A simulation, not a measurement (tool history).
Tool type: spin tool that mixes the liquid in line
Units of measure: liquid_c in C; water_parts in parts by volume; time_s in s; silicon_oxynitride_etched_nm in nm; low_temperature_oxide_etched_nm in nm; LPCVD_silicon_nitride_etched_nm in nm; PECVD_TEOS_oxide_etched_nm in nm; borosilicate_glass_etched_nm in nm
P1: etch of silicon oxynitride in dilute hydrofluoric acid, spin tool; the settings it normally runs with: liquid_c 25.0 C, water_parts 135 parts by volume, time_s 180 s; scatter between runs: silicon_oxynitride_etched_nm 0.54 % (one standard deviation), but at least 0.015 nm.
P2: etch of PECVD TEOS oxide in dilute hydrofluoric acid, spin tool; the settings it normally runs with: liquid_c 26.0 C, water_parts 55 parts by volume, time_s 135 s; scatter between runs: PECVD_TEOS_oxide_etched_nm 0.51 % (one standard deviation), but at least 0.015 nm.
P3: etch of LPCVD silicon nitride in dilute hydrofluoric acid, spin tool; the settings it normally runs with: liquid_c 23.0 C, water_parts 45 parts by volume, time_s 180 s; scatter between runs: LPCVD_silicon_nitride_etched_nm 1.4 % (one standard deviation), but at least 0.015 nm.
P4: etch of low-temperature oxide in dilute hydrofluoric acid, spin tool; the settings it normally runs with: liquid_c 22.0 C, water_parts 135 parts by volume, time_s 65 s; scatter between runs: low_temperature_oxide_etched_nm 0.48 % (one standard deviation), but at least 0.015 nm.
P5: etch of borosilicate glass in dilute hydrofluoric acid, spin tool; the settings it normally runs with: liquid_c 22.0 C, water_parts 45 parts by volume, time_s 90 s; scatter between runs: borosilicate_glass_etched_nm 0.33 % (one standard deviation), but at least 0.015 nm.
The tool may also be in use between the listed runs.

run    day  process  liquid_c  water_parts  time_s  hours since the thermometer was replaced  hours since the hydrofluoric acid flow meter was replaced  silicon_oxynitride_etched_nm  low_temperature_oxide_etched_nm  LPCVD_silicon_nitride_etched_nm  PECVD_TEOS_oxide_etched_nm  borosilicate_glass_etched_nm
  1  0.200       P1      25.0          135     180                                     195.7                                                      928.2                       4.06460
  2  0.408       P4      22.0           60      65                                     200.7                                                      933.2                                                        11.3810
  3  0.796       P1      25.0           65     180                                     210.0                                                      942.5                       9.07880
  4  1.138       P1      19.0          135     180                                     218.2                                                      950.7                       3.07730
  5  1.483       P1      25.0          135      15                                     226.5                                                      959.0                       0.34896
  6  1.800       P1      29.5          135     180                                     234.1                                                      966.6                       5.02410
  7  2.071       P1      25.0          250     180                                     240.6                                                      973.1                       2.00230
  8  2.262       P3      23.0           20     180                                     245.2                                                      977.7                                                                                          4.1285
  9  2.608       P1      25.0          135     180                                     253.5                                                      986.0                       4.11750
 10  2.846       P3      23.0           45     180                                     259.2                                                      991.7                                                                                          1.8575
 11  3.167       P2      26.0           55     230                                     266.9                                                      999.4                                                                                                                      73.147
 12  3.362       P2      26.0           55     135                                     271.6                                                     1004.1                                                                                                                      43.207
 13  3.738       P5      27.5           45      90                                     280.6                                                     1013.1                                                                                                                                                    48.106
 14  4.154       P3      23.0           45     180                                     290.6                                                     1023.1                                                                                          1.9043
 15  4.512       P5      22.0           45      90                                     299.2                                                     1031.7                                                                                                                                                    38.342
 16  4.854       P1      25.0          135     180                                     307.4                                                     1039.9                       4.09220
 17  5.075       P4      22.0          135      65                                     312.7                                                     1045.2                                                         4.6101
 18  5.379       P1      25.0          135     180                                     320.0                                                     1052.5                       4.05500
 19  5.654       P5      22.0           45     170                                     326.6                                                     1059.1                                                                                                                                                    72.367
 20  5.871       P4      26.0          135      65                                     331.8                                                     1064.3                                                         5.4205
 21  6.258       P5      22.0           75      90                                     341.1                                                     1073.6                                                                                                                                                    22.233
 22  6.646       P1      25.0          135     365                                     350.4                                                     1082.9                       8.28780
 23  6.908       P4      22.0          135      15                                     356.7                                                     1089.2                                                         1.0956

Predict the results of run 24:
 24  7.333       P1      25.0          225     285                                     366.9                                                     1099.4                             ?

silicon_oxynitride_etched_nm: 3.55120 nm
